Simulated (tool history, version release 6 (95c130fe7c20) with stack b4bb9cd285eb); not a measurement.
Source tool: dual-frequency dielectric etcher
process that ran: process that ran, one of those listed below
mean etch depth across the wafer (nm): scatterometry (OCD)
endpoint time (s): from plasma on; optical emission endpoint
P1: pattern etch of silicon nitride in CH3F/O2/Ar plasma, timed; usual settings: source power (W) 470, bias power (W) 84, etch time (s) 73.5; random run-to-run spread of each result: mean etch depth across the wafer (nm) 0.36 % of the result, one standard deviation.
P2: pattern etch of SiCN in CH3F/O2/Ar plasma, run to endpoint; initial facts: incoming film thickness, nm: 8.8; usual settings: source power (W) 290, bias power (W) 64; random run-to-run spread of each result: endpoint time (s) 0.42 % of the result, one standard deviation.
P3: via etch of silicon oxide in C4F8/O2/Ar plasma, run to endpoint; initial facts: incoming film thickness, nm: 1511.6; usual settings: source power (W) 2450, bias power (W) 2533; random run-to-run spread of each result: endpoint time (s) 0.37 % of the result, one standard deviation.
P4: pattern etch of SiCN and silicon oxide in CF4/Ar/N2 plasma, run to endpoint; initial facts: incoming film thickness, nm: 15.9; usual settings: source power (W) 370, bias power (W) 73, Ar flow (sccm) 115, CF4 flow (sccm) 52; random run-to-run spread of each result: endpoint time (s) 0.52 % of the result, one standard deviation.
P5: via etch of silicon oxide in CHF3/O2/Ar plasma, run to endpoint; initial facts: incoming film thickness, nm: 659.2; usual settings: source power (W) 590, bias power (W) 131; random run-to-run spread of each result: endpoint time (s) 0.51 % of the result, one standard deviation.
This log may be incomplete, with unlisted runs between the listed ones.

run	hour	process that ran	source power (W)	bias power (W)	etch time (s)	Ar flow (sccm)	CF4 flow (sccm)	mean etch depth across the wafer (nm)	endpoint time (s)
1	9.2	P1	470	84	73.5			57.632	
2	18.7	P1	470	68	73.5			53.359	
3	26.8	P4	370	53		115	52		25.527
4	38.0	P1	470	84	73.5			57.784	
5	46.2	P1	470	84	73.5			57.212	
# hour 48.2: bias power generator calibrated
6	58.9	P1	300	84	73.5			48.435	
7	71.4	P2	400	64					24.583
8	80.5	P5	450	131					405.300
9	92.9	P1	580	60	73.5			56.092	
10	98.9	P4	510	73		115	52		17.336
11	107.9	P2	290	87					24.882
12	121.8	P4	370	73		115	52		22.826
13	135.5	P1	470	84	92.0			72.400	
14	145.7	P3	1990	2533					281.380
15	152.4	P4	370	73		115	74		21.713
16	160.6	P3	2450	3466					235.040
17	166.8	P5	590	185					325.000
18	180.0	P1	470	84	73.5			57.504	
19	189.6	P1	470	84	73.5			57.630	
20	202.0	P1	470	118	73.5			64.955	
# hour 210.0: source power generator calibrated
21	213.4	P4	370	73		115	52		22.682
22	225.7	P3	2450	2533					257.540

What does the tool deliver on the next run?
23	234.9	P1	650	84	73.5			?	

{"run 23": {"mean etch depth across the wafer (nm)": 65.295}}
